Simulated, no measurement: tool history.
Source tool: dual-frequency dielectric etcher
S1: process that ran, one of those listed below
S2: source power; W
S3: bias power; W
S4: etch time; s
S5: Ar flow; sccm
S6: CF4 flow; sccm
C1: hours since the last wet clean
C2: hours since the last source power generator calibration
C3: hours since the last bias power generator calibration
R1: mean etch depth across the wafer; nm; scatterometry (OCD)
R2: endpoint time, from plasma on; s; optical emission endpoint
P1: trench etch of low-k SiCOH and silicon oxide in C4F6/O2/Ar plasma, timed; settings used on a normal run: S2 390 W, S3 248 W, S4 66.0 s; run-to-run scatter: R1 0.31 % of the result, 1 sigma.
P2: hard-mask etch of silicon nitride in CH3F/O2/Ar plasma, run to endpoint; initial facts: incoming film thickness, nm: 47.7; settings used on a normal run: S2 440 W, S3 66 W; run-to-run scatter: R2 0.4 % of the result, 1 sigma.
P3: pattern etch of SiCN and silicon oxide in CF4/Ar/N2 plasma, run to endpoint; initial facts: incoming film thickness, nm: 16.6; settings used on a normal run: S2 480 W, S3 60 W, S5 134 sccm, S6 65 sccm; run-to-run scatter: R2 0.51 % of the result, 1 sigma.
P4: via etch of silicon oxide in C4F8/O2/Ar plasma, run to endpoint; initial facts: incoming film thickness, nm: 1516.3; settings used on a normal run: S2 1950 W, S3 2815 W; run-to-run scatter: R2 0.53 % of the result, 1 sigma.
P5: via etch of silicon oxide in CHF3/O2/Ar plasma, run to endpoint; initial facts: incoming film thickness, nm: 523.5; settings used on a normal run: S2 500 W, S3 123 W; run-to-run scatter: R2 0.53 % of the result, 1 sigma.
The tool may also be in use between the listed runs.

run     day  S1    S2    S3    S4   S5  S6     C1      C2      C3      R1       R2
  1   0.650  P1   390   248  66.0           269.7   703.8  1138.1  231.74
  2   1.312  P2   440    66                 285.6   719.7  1154.0           68.222
  3   1.879  P4  1950  2815                 299.2   733.3  1167.6          269.450
  4   2.504  P2   440    66                 314.2   748.3  1182.6           67.605
  5   3.138  P2   610    66                 329.4   763.5  1197.8           59.325
  6   3.467  P1   390   248  66.0           337.3   771.4  1205.7  232.22
  7   3.929  P1   460   333  66.0           348.4   782.5  1216.8  274.21
  8   4.579  P5   500   167                 364.0   798.1  1232.4          286.590
  9   4.925  P1   390   248  66.0           372.3   806.4  1240.7  233.56
 10   5.504  P3   480    60        134  80  386.2   820.3  1254.6           20.182
 11   6.071  P2   440    90                 399.8   833.9  1268.2           60.803
 12   6.675  P1   390   319  93.0           414.3   848.4  1282.7  357.68
 13   7.112  P1   280   248  93.0           424.8   858.9  1293.2  290.64
 14   7.767  P4  1950  2815                 440.5   874.6  1308.9          270.720
 15   8.358  P5   680   123                 454.7   888.8  1323.1          282.150
 16   8.696  P3   480    60        183  65  462.8   896.9  1331.2           21.980
 17   9.183  P1   280   248  66.0           474.5   908.6  1342.9  206.29
 18   9.838  P3   480    60        134  65  490.2   924.3  1358.6           20.934
 19  10.246  P1   390   248  48.5           500.0   934.1  1368.4  171.40
     10.442  -- bias power generator calibrated
 20  10.838  P1   480   248  66.0           514.2   948.3     9.5  251.96
 21  11.458  P4  1950  3599                 529.1   963.2    24.4          247.720
 22  11.996  P1   390   188  66.0           542.0   976.1    37.3  211.94
 23  12.704  P1   390   248  84.0           559.0   993.1    54.3  296.68
 24  13.338  P3   610    60        134  65  574.2  1008.3    69.5           17.131
 25  13.900  P1   390   318  66.0           587.7  1021.8    83.0  253.65
 26  14.292  P4  1390  2815                 597.1  1031.2    92.4          305.590
 27  14.725  P3   480    73        134  65  607.5  1041.6   102.8           19.612
 28  15.346  P5   500   123                 622.4  1056.5   117.7          318.710
 29  15.833  P5   500   123                 634.1  1068.2   129.4          318.470
 30  16.296  P1   390   248  66.0           645.2  1079.3   140.5  234.09
 31  17.000  P1   390   248  66.0           662.1  1096.2   157.4  231.93
 32  17.438  P1   390   248  66.0           672.6  1106.7   167.9  233.46
 33  18.125  P1   390   248  66.0           689.1  1123.2   184.4  234.33
 34  18.612  P1   390   248  66.0           700.8  1134.9   196.1  236.84
 35  18.979  P1   390   248  66.0           709.6  1143.7   204.9  235.53
 36  19.600  P1   390   248  66.0           724.5  1158.6   219.8  235.81
 37  20.175  P1   390   248  66.0           738.3  1172.4   233.6  234.79
 38  20.654  P1   390   248  66.0           749.8  1183.9   245.1  237.52
     20.721  -- wet clean of the chamber
 39  21.042  P1   390   248  66.0             7.8  1193.2   254.4  235.94
 40  21.658  P1   390   248  66.0            22.6  1208.0   269.2  237.09
 41  22.183  P1   390   248  66.0            35.2  1220.6   281.8  237.44

What P1 gives has crept off from where it sat before. The 2 causes that follow fit the log equally well, each at the size noted:
A: bias power that arrives over what is set, % = 4.71
B: source power that arrives over what is set, % = 4.17
The gradual shift began around day 17.000.
Ruled out, with reasons:
chamber walls in a state that raises the etch rate, %: its service at day 20.721 followed the start of the drift and did not put the process back to its old value

Each of the check runs listed below is run on 5 wafers and reports their average, with the results left as question marks. Pick the one under which the possible causes would lead to clearly different results.
check 1  22.708  P4  1950  2815                                ?
check 2  22.708  P3   480    60      134  65                   ?
check 3  22.708  P5   500   123                                ?
check 4  22.708  P2   440    66                                ?

Check results expected under each cause:
  check  result     if A     if B
check 1      R2  265.060  264.590
check 2      R2   20.655   20.244
check 3      R2  312.100  311.660
check 4      R2   66.665   66.651
Per-check spread between the two closest causes, in the result where they differ most: check 1 0.18 %; check 2 2.01 %; check 3 0.14 %; check 4 0.02 %
The causes can be told apart only by check 2. The other checks would give nearly the same results under each of them.

With check 2 done, the readings were: R2 20.249 s. Identify which of the listed causes applies.

The cause is B: source power that arrives over what is set, %.

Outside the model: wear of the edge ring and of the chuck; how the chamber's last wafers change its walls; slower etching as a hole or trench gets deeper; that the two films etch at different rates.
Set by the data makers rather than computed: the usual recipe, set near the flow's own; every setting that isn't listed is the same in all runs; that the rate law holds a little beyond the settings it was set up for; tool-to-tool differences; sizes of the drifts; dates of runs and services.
